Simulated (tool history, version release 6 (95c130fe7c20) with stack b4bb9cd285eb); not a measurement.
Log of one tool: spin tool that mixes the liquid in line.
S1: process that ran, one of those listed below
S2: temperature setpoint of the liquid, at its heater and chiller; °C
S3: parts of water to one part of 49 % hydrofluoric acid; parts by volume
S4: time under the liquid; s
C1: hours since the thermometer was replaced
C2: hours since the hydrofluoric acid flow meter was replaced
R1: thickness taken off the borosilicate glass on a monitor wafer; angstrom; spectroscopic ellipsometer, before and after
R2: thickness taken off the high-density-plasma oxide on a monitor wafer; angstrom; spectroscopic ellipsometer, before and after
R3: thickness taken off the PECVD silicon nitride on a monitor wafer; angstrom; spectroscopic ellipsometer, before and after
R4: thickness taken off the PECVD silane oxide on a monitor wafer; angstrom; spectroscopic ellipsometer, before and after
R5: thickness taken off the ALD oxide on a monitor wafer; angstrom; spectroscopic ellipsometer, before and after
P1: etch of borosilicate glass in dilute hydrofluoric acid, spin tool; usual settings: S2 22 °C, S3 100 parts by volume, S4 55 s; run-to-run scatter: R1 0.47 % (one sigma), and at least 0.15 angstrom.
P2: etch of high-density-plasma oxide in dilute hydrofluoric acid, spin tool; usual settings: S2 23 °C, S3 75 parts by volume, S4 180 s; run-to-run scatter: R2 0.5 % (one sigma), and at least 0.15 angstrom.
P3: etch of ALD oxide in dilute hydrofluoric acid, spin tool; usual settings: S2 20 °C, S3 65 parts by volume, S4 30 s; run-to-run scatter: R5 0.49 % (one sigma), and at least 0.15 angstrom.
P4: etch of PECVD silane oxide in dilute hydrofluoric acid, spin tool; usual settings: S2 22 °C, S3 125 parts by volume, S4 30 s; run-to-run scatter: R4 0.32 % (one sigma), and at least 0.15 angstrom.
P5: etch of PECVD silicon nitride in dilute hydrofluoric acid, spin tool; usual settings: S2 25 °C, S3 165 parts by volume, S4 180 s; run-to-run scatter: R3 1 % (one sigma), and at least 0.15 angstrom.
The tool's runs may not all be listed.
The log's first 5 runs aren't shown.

run     day  S1  S2   S3   S4      C1      C2      R1      R2      R3      R4     R5
  6   3.246  P1  17  100   55   850.1  1660.6  153.95
  7   3.662  P5  25  165  285   860.1  1670.6                  41.136
  8   4.171  P2  23   75  180   872.3  1682.8          120.92
  9   4.717  P5  31  165  180   885.4  1695.9                   38.54
 10   5.379  P4  22  125   15   901.3  1711.8                           50.11
 11   5.967  P3  20  110   30   915.4  1725.9                                  73.68
 12   6.442  P4  22  125   30   926.8  1737.3                          100.65
 13   6.917  P1  22  100   15   938.2  1748.7  51.233
 14   7.304  P1  22  100   55   947.5    1758  187.87
 15    7.95  P1  28  100   15     963  1773.5  65.497
 16   8.338  P1  22  100   55   972.3  1782.8  189.34
 17   9.004  P1  22  100   90   988.3  1798.8  308.53
 18   9.438  P1  22  100   55   998.7  1809.2  187.07
 19   9.762  P5  25  260  180  1006.5    1817                  16.225
 20  10.342  P1  22  100   55  1020.4  1830.9  188.18
 21  10.808  P1  22  140   55  1031.6  1842.1  127.69

Run 22 comes next. What will it give?
 22  11.279  P1  29  100  55  1042.9  1853.4   ?

R1: 245.15 angstrom
